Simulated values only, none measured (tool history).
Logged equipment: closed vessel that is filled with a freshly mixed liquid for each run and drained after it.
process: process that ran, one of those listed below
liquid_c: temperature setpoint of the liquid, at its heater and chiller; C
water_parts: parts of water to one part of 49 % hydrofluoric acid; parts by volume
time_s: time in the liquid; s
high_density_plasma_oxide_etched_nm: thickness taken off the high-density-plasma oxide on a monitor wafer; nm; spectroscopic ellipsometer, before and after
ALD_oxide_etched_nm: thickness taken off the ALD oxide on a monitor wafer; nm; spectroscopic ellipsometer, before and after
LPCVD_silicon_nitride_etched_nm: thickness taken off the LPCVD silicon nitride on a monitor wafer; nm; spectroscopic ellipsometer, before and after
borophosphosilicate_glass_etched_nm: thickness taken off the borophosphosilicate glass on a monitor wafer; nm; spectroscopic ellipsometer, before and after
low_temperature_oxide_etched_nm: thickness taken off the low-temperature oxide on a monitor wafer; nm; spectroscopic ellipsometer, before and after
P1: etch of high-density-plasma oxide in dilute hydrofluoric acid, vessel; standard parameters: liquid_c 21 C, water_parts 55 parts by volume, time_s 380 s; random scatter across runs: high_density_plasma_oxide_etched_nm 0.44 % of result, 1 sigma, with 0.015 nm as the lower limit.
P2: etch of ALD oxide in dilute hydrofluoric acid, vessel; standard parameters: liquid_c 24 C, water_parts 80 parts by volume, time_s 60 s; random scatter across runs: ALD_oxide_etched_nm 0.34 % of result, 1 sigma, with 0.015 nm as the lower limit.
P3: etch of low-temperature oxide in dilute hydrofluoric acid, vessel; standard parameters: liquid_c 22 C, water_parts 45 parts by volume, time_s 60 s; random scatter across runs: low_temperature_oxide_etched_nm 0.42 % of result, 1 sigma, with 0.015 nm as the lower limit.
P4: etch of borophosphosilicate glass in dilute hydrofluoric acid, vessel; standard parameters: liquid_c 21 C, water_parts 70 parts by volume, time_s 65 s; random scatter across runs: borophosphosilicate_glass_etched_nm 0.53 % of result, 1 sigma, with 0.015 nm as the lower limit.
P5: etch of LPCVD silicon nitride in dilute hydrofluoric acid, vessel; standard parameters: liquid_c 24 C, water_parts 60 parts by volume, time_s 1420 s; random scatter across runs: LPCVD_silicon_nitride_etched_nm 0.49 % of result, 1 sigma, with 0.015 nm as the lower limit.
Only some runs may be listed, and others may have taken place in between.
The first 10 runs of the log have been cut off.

| run | hour | process | liquid_c | water_parts | time_s | hours since the thermometer was replaced | hours since the hydrofluoric acid flow meter was replaced | high_density_plasma_oxide_etched_nm | ALD_oxide_etched_nm | LPCVD_silicon_nitride_etched_nm | borophosphosilicate_glass_etched_nm | low_temperature_oxide_etched_nm |
|---|---|---|---|---|---|---|---|---|---|---|---|---|
| 11 | 120.7 | P5 | 24 | 60 | 1420 | 1518.2 | 368.4 |  |  | 12.625 |  |  |
| 12 | 130.4 | P1 | 21 | 55 | 380 | 1527.9 | 378.1 | 34.154 |  |  |  |  |
| 13 | 146.2 | P1 | 17.5 | 55 | 380 | 1543.7 | 393.9 | 29.48 |  |  |  |  |
| 14 | 161.9 | P4 | 21 | 110 | 65 | 1559.4 | 409.6 |  |  |  | 24.352 |  |
|  | 172.3 | hydrofluoric acid flow meter replaced |
| 15 | 173.3 | P5 | 24 | 60 | 2840 | 1570.8 | 1 |  |  | 25.154 |  |  |
| 16 | 189.9 | P2 | 31.5 | 80 | 60 | 1587.4 | 17.6 |  | 12.888 |  |  |  |
| 17 | 205.8 | P1 | 21 | 55 | 700 | 1603.3 | 33.5 | 62.927 |  |  |  |  |
| 18 | 220.7 | P4 | 25.5 | 70 | 65 | 1618.2 | 48.4 |  |  |  | 48.272 |  |
| 19 | 237.5 | P1 | 21 | 85 | 650 | 1635 | 65.2 | 36.466 |  |  |  |  |
| 20 | 249 | P3 | 22 | 45 | 95 | 1646.5 | 76.7 |  |  |  |  | 64.84 |
| 21 | 263.1 | P1 | 21 | 55 | 380 | 1660.6 | 90.8 | 34.097 |  |  |  |  |
| 22 | 275.4 | P4 | 21 | 70 | 65 | 1672.9 | 103.1 |  |  |  | 40.095 |  |
| 23 | 285.2 | P1 | 21 | 55 | 195 | 1682.7 | 112.9 | 17.462 |  |  |  |  |
| 24 | 301.7 | P1 | 21 | 100 | 380 | 1699.2 | 129.4 | 17.649 |  |  |  |  |
| 25 | 318.7 | P3 | 25.5 | 45 | 60 | 1716.2 | 146.4 |  |  |  |  | 47.25 |
| 26 | 332.5 | P1 | 21 | 55 | 380 | 1730 | 160.2 | 34.121 |  |  |  |  |
| 27 | 347 | P3 | 22 | 65 | 60 | 1744.5 | 174.7 |  |  |  |  | 27.601 |
| 28 | 355.9 | P1 | 28.5 | 55 | 380 | 1753.4 | 183.6 | 46.365 |  |  |  |  |
| 29 | 365.3 | P5 | 30 | 60 | 1420 | 1762.8 | 193 |  |  | 18.545 |  |  |
| 30 | 380.4 | P4 | 21 | 70 | 65 | 1777.9 | 208.1 |  |  |  | 39.799 |  |
| 31 | 390.6 | P3 | 22 | 45 | 60 | 1788.1 | 218.3 |  |  |  |  | 40.865 |
| 32 | 404.4 | P2 | 24 | 80 | 110 | 1801.9 | 232.1 |  | 17.697 |  |  |  |
| 33 | 414.3 | P1 | 21 | 55 | 380 | 1811.8 | 242 | 34.154 |  |  |  |  |
| 34 | 427.2 | P1 | 21 | 55 | 380 | 1824.7 | 254.9 | 34.09 |  |  |  |  |

For run 35, what comes out?
| 35 | 439.6 | P1 | 21 | 55 | 380 | 1837.1 | 267.3 | ? |  |  |  |  |

{"run 35": {"high_density_plasma_oxide_etched_nm": 35.15}}
